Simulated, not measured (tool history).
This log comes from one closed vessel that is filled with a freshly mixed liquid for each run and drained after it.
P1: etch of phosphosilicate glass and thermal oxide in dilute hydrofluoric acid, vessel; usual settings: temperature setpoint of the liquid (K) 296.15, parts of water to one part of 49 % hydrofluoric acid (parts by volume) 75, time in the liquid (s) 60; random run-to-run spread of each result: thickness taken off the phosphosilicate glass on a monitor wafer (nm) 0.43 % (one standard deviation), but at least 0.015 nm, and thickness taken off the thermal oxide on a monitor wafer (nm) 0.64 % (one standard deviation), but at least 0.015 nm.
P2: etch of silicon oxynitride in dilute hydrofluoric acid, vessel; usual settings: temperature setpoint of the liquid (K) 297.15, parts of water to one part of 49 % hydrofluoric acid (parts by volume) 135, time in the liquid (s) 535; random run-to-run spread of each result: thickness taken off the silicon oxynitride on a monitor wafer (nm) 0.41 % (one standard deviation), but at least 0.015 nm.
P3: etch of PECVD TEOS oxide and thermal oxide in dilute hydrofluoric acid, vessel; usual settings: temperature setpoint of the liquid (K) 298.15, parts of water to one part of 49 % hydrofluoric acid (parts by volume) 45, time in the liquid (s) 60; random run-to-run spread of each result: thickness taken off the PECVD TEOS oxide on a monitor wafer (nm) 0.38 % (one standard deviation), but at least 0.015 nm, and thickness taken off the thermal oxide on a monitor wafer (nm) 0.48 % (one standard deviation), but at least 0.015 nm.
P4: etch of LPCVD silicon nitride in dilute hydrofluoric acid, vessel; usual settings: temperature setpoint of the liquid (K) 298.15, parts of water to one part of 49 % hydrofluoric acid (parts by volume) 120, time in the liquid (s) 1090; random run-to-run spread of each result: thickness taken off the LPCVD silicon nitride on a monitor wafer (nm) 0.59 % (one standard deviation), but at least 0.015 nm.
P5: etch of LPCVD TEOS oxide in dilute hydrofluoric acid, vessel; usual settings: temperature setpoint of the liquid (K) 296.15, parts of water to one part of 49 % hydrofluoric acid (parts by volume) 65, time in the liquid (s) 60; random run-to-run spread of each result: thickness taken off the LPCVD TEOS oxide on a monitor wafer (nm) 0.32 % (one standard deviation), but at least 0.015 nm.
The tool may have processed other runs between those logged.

run,hour,process that ran,temperature setpoint of the liquid (K),parts of water to one part of 49 % hydrofluoric acid (parts by volume),time in the liquid (s),thickness taken off the phosphosilicate glass on a monitor wafer (nm),thickness taken off the thermal oxide on a monitor wafer (nm),thickness taken off the LPCVD silicon nitride on a monitor wafer (nm),thickness taken off the silicon oxynitride on a monitor wafer (nm),thickness taken off the PECVD TEOS oxide on a monitor wafer (nm),thickness taken off the LPCVD TEOS oxide on a monitor wafer (nm)
1,4.2,P1,296.15,75,60,138.57,3.6726,,,,
2,11.5,P4,298.15,120,1090,,,5.2588,,,
3,18.6,P1,296.15,30,60,368.21,9.5795,,,,
4,24.7,P1,296.15,110,30,44.907,1.193,,,,
5,30.9,P1,296.15,20,35,323.59,8.555,,,,
6,38.8,P1,296.15,75,60,137.76,3.6548,,,,
7,45,P2,297.15,135,535,,,,8.1314,,
8,51.1,P2,291.65,135,535,,,,6.2926,,
9,55.6,P3,298.15,45,60,,7.431,,,41.781,
10,63.5,P1,296.15,75,30,69.895,1.8217,,,,
11,70.8,P1,296.15,125,60,78.417,2.067,,,,
12,78.1,P3,298.15,45,60,,7.49,,,41.701,
13,83.6,P5,296.15,65,35,,,,,,29.922
14,87.8,P1,304.15,75,60,189.12,5.0746,,,,
15,93.5,P4,298.15,120,30,,,0.13885,,,
16,100.8,P5,296.15,20,60,,,,,,175.9
17,106.2,P4,298.15,120,1090,,,5.2103,,,
18,112.3,P5,296.15,65,60,,,,,,51.075
19,120,P4,293.15,120,1090,,,3.7446,,,
20,127.3,P1,296.15,75,60,137.71,3.6449,,,,
21,132.7,P1,296.15,75,60,138.07,3.6698,,,,
22,139.3,P2,297.15,135,535,,,,8.1553,,
23,145.3,P1,290.15,75,60,107.24,2.8587,,,,
24,152.4,P3,303.15,45,60,,9.186,,,50.855,
25,159.7,P5,303.15,65,60,,,,,,67.887
26,166.7,P3,298.15,45,115,,14.176,,,79.77,
27,171.3,P2,297.15,135,95,,,,1.445,,
28,175.6,P1,296.15,75,60,138.35,3.7188,,,,
29,183.7,P1,296.15,75,90,208.02,5.4398,,,,

For run 30, what comes out?
30,189.8,P3,298.15,20,60,,?,,,?,

Logged for run 30: thickness taken off the thermal oxide on a monitor wafer (nm) 17.369, thickness taken off the PECVD TEOS oxide on a monitor wafer (nm) 96.757.
